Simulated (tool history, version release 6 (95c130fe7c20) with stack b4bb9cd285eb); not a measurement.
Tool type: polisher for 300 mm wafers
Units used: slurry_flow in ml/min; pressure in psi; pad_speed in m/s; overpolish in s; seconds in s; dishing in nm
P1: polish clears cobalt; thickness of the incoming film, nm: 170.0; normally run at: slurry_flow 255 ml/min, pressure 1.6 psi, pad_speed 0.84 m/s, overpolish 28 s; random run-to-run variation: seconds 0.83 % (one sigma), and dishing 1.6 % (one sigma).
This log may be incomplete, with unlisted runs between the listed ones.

run,hour,slurry_flow,pressure,pad_speed,overpolish,seconds,dishing
1,6.4,255,1.6,0.84,28,49.227,25.148
2,19.7,255,1.6,0.84,28,49.682,25.118
3,28.8,255,1.6,0.84,55,49.03,25.702
4,40.9,255,1.6,0.84,28,50.087,25.044
5,50.4,340,1.6,0.84,28,48.787,25.396
6,59.5,255,1.6,0.84,8,49.81,16.743
7,73.4,155,1.6,0.84,28,53.809,25.938
8,84.1,190,2.1,0.84,28,38.912,25.849
9,97.5,255,1.6,1.26,28,33.725,25.273
10,111.4,255,0.7,0.84,28,114.75,20.747
11,118.6,255,1.6,0.42,28,99.061,21.51
12,127.8,255,1.6,0.84,28,49.4,25.44
13,140.8,255,1.6,0.84,28,49.678,26.002
14,153.5,255,2.3,0.84,28,34.599,24.988
15,166.5,255,1.6,0.84,28,49.381,25.628
16,174.3,255,1.6,0.84,28,50.129,25.146
17,183.3,255,1.6,0.84,28,51.036,24.878
18,193.4,255,1.6,0.84,28,51.078,25.115

Run 19 has not been measured yet. What should we expect?
19,202.8,255,1.6,0.84,28,?,?

seconds: 51.603 s
dishing: 25.662 nm
